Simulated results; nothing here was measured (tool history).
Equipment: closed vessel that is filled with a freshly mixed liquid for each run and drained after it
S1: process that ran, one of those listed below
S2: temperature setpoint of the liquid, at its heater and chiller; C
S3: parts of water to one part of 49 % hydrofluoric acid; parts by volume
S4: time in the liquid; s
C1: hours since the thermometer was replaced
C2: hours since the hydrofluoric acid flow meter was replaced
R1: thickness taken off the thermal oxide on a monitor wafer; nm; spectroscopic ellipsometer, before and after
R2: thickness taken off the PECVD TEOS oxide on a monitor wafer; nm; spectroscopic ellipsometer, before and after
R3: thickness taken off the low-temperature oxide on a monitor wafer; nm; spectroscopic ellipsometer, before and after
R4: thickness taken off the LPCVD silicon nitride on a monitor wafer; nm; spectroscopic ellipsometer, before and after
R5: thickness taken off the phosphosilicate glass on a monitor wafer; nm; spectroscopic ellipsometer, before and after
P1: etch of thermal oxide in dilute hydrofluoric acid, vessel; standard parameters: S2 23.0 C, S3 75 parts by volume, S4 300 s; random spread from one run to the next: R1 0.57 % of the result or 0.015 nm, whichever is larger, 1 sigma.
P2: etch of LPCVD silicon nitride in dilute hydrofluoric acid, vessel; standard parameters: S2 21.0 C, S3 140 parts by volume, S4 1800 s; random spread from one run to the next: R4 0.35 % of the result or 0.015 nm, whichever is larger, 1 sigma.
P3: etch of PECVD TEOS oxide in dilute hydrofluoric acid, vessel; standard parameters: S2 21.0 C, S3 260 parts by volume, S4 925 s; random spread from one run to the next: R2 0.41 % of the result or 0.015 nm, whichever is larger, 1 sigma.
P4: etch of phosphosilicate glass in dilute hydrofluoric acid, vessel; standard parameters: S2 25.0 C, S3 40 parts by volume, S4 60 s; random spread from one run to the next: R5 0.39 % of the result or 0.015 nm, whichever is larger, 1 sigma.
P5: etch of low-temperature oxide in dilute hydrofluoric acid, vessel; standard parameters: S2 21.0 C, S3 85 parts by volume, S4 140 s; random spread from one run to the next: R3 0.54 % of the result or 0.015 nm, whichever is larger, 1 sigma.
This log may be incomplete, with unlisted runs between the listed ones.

run   hour  S1    S2   S3    S4     C1      C2       R1      R2        R3       R4      R5
  1    6.7  P1  23.0   75   300  608.1   943.5  18.9370
  2   15.6  P3  17.0  260   925  617.0   952.4           23.138
  3   22.7  P1  18.0   75   300  624.1   959.5  15.4580
  4   31.2  P1  17.0   75   150  632.6   968.0   7.4122
  5   37.9  P3  21.0  260   925  639.3   974.7           26.777
  6   43.8  P5  21.0   85    30  645.2   980.6                     7.6293
  7   50.6  P5  21.0   25   140  652.0   987.4                   130.9400
  8   57.2  P1  23.0  110   300  658.6   994.0  12.3010
  9   65.1  P1  23.0   75   300  666.5  1001.9  18.9550
 10   73.2  P2  21.0  140  1800  674.6  1010.0                              6.6251
 11   82.0  P1  23.0   75   300  683.4  1018.8  18.8940
 12   90.6  P4  25.0   40   110  692.0  1027.4                                      630.36
 13   97.2  P3  21.0  165   925  698.6  1034.0           46.390
 14  102.1  P2  21.0  140  1800  703.5  1038.9                              6.6031
 15  110.5  P2  21.0  140   340  711.9  1047.3                              1.2788
 16  116.3  P1  23.0   75   600  717.7  1053.1  38.0570
     120.8  -- thermometer replaced
 17  123.4  P1  30.0   75   300    2.7  1060.2  24.9770
 18  128.2  P2  21.0   45  1800    7.5  1065.0                             20.0770
 19  132.1  P5  21.0   85   140   11.4  1068.9                    35.7780
 20  138.6  P3  21.0  260  1535   17.9  1075.4           44.569
 21  146.7  P1  23.0   35   300   26.0  1083.5  42.6090
 22  152.9  P4  33.0   40    60   32.2  1089.7                                      472.49
 23  158.5  P1  23.0   75   300   37.8  1095.3  18.9310
 24  165.6  P5  28.5   85   140   44.9  1102.4                    48.4140
 25  170.4  P2  17.0  140  1800   49.7  1107.2                              5.0352
 26  177.0  P4  25.0   40    60   56.3  1113.8                                      343.79
 27  183.5  P4  25.0   65    60   62.8  1120.3                                      204.60
 28  190.6  P1  23.0   75   300   69.9  1127.4  18.8650
 29  196.5  P1  23.0   75    65   75.8  1133.3   4.0606
 30  203.2  P1  23.0   75   300   82.5  1140.0  19.0860
 31  209.4  P1  23.0   75   300   88.7  1146.2  18.4980
 32  217.8  P1  23.0   75   300   97.1  1154.6  18.1130
 33  223.0  P1  23.0   75   300  102.3  1159.8  17.8980
 34  228.7  P1  23.0   75   300  108.0  1165.5  17.8640
 35  236.1  P1  23.0   75   300  115.4  1172.9  17.7060
 36  242.7  P1  23.0   75   300  122.0  1179.5  17.6800
 37  251.0  P1  23.0   75   300  130.3  1187.8  17.8540
 38  258.4  P1  23.0   75   300  137.7  1195.2  17.7740
 39  262.4  P1  23.0   75   300  141.7  1199.2  17.9610

The log shows P1 creeping away from where it was. Any of the 2 causes listed here, at the size stated for it, fits the log just as well as the others:
A: hydrofluoric acid flow below the setpoint (%) = 6.13
B: liquid colder than its thermometer reads (K) = 1.7
Onset of the creep was near hour 203.2.

You are offered 4 check runs, listed below with question marks in place of their results; each one averages 2 wafers. Which run separates the listed causes by giving clearly different results for each?
check 1  266.4  P3  17.0  170  925               ?
check 2  266.4  P5  24.5   85  140                   ?
check 3  266.4  P2  17.0  140  590                       ?
check 4  266.4  P4  30.0   40  110                           ?

Predicted outcomes, by check and by cause:
  check  result     if A     if B
check 1      R2   35.705   35.855
check 2      R3  38.3710  38.4460
check 3      R4   1.5598   1.4736
check 4      R5   720.99   720.61
Per check, the gap between the least separated pair of causes, taken in the result that splits them most: check 1 0.42 %; check 2 0.2 %; check 3 5.68 %; check 4 0.05 %
The causes can be told apart only by check 3. The other checks would give nearly the same results under each of them.

Check 3 has now been run. It gave: R4 1.5517 nm. Which of the candidate causes is it?

A is the cause: hydrofluoric acid flow below the setpoint (%).
